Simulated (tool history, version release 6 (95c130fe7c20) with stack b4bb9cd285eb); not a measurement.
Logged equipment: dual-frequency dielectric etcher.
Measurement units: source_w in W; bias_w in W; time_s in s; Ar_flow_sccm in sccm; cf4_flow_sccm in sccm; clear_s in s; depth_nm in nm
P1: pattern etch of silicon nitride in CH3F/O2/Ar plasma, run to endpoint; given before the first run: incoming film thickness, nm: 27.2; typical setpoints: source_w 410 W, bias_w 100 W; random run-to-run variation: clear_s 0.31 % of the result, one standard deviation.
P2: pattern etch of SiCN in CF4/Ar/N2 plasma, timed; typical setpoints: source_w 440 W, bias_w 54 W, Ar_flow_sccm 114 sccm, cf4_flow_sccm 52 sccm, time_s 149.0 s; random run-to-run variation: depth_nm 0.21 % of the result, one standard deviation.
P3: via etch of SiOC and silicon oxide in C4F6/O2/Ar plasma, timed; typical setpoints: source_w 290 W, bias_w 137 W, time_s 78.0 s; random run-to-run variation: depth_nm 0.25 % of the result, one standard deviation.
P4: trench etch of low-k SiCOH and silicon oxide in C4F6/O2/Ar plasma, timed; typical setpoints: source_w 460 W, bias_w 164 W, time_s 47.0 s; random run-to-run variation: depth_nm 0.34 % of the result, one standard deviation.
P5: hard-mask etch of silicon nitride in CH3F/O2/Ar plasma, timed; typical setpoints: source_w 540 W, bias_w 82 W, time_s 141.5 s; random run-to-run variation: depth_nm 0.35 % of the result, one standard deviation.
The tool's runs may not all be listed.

| run | hour | process | source_w | bias_w | time_s | Ar_flow_sccm | cf4_flow_sccm | clear_s | depth_nm |
|---|---|---|---|---|---|---|---|---|---|
| 1 | 8.1 | P1 | 410 | 100 |  |  |  | 34.833 |  |
| 2 | 13.2 | P1 | 410 | 100 |  |  |  | 34.887 |  |
| 3 | 17.5 | P3 | 290 | 137 | 115.0 |  |  |  | 104.460 |
| 4 | 24.8 | P1 | 410 | 100 |  |  |  | 34.755 |  |
| 5 | 30.7 | P5 | 540 | 82 | 87.5 |  |  |  | 73.923 |
| 6 | 37.6 | P1 | 410 | 133 |  |  |  | 31.360 |  |
| 7 | 42.0 | P3 | 290 | 137 | 78.0 |  |  |  | 70.722 |
| 8 | 47.5 | P4 | 260 | 164 | 47.0 |  |  |  | 124.880 |
| 9 | 55.4 | P5 | 540 | 82 | 141.5 |  |  |  | 118.660 |
| 10 | 60.5 | P2 | 440 | 54 | 149.0 | 68 | 52 |  | 116.850 |
| 11 | 68.9 | P5 | 540 | 82 | 141.5 |  |  |  | 118.930 |
| 12 | 72.6 | P2 | 440 | 66 | 149.0 | 114 | 52 |  | 115.120 |
| 13 | 79.6 | P1 | 490 | 116 |  |  |  | 30.940 |  |
| 14 | 86.2 | P5 | 720 | 82 | 141.5 |  |  |  | 132.920 |
| 15 | 90.0 | P5 | 540 | 101 | 141.5 |  |  |  | 127.650 |
| 16 | 96.7 | P3 | 290 | 82 | 78.0 |  |  |  | 60.999 |
| 17 | 104.0 | P1 | 510 | 100 |  |  |  | 32.111 |  |
| 18 | 111.9 | P2 | 440 | 54 | 149.0 | 114 | 68 |  | 112.460 |
| 19 | 117.1 | P4 | 460 | 164 | 36.0 |  |  |  | 119.710 |
| 20 | 123.6 | P1 | 330 | 100 |  |  |  | 37.653 |  |
| 21 | 127.5 | P1 | 410 | 100 |  |  |  | 34.766 |  |
| 22 | 134.7 | P2 | 320 | 54 | 149.0 | 114 | 52 |  | 80.900 |
| 23 | 143.0 | P1 | 530 | 72 |  |  |  | 35.504 |  |
| 24 | 149.0 | P3 | 380 | 137 | 78.0 |  |  |  | 78.695 |
| 25 | 152.7 | P2 | 440 | 54 | 149.0 | 114 | 52 |  | 107.170 |
| 26 | 159.6 | P4 | 460 | 214 | 47.0 |  |  |  | 169.700 |
| 27 | 163.9 | P1 | 410 | 72 |  |  |  | 39.188 |  |
| 28 | 170.9 | P2 | 440 | 54 | 189.5 | 114 | 52 |  | 136.030 |
| 29 | 175.3 | P4 | 460 | 164 | 47.0 |  |  |  | 156.800 |
| 30 | 180.2 | P1 | 410 | 100 |  |  |  | 34.875 |  |
| 31 | 187.5 | P1 | 410 | 100 |  |  |  | 35.120 |  |
| 32 | 191.8 | P1 | 410 | 100 |  |  |  | 35.031 |  |
| 33 | 196.3 | P1 | 410 | 100 |  |  |  | 35.198 |  |
| 34 | 202.2 | P1 | 410 | 100 |  |  |  | 35.407 |  |
| 35 | 208.3 | P1 | 410 | 100 |  |  |  | 35.383 |  |
|  | 211.4 | wet clean of the chamber |
| 36 | 216.5 | P1 | 410 | 100 |  |  |  | 35.238 |  |
| 37 | 224.1 | P1 | 410 | 100 |  |  |  | 35.281 |  |

The log shows P1 creeping away from where it was. Any of the 2 causes listed here, at the size stated for it, fits the log just as well as the others:
A: source power that arrives under what is set, % = 4.13
B: bias power that arrives under what is set, % = 4.21
At approximately hour 180.2, the process output began to creep.
Ruled out, with reasons:
chamber walls in a state that lowers the etch rate, %: serviced at hour 211.4, which brought nothing back

Of the 4 check runs listed below, each run on one wafer and each result written as a question mark, which would let you distinguish the listed causes because they would give clearly different results?
| check 1 | 231.7 | P5 | 540 | 101 | 141.5 |  |  |  | ? |
| check 2 | 231.7 | P4 | 280 | 164 | 37.5 |  |  |  | ? |
| check 3 | 231.7 | P2 | 440 | 63 | 149.0 | 114 | 63 |  | ? |
| check 4 | 231.7 | P3 | 290 | 85 | 107.5 |  |  |  | ? |

What each check would give under each cause:
| check | result | if A | if B |
|---|---|---|---|
| check 1 | depth_nm | 125.740 | 125.780 |
| check 2 | depth_nm | 100.950 | 101.230 |
| check 3 | depth_nm | 112.470 | 114.970 |
| check 4 | depth_nm | 83.521 | 83.957 |
Distance between the nearest two causes, measured in the result of the check that separates them most: check 1 0.03 %; check 2 0.28 %; check 3 2.2 %; check 4 0.52 %
Only in check 3 would the causes give clearly different results; in the remaining checks their results would be nearly the same.

Check 3 has now been run. It gave: depth_nm 112.370 nm. Which of the candidate causes is it?

It was cause A: source power that arrives under what is set, %.
